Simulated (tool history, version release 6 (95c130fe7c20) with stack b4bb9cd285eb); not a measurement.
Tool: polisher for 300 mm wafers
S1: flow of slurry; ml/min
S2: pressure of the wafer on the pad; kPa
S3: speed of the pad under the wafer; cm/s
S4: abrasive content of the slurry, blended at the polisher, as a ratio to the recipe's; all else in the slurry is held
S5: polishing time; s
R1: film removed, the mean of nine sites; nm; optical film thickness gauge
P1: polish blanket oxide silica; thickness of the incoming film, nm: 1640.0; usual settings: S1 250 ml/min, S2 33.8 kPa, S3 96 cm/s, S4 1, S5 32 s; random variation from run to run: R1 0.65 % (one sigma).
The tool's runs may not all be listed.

run    day   S1    S2   S3    S4  S5      R1
  1  0.575  250  33.8   96     1  32  103.17
  2  1.212  250  33.8   96     1  32  103.09
  3  1.629  390  33.8   96     1  32  106.42
  4  2.017  250  33.8   96     1  32  102.84
  5    2.4  250  49.6   96     1  32  151.14
  6  2.933  250  33.8   96     1  14  45.681
  7    3.4  250  33.8   96   1.5  32  119.52
  8  3.917  250  33.8  146     1  32  142.16
     4.146  -- slurry nozzle cleaned
  9  4.533  250  33.8   96     1  32  102.91
 10  5.138  250  33.8   96     1  32  102.56
 11  5.575  150  33.8   96     1  32  95.599
 12  6.108  250  33.8   64     1  32  73.689
 13   6.55  250  33.8   96  0.55  32  75.067
 14  7.183  250  20.7   96     1  32  63.668

Run 15 comes next. What will it give?
 15  7.729  250  33.8  96   1  40   ?

Run 15 gave R1 129.06 nm.

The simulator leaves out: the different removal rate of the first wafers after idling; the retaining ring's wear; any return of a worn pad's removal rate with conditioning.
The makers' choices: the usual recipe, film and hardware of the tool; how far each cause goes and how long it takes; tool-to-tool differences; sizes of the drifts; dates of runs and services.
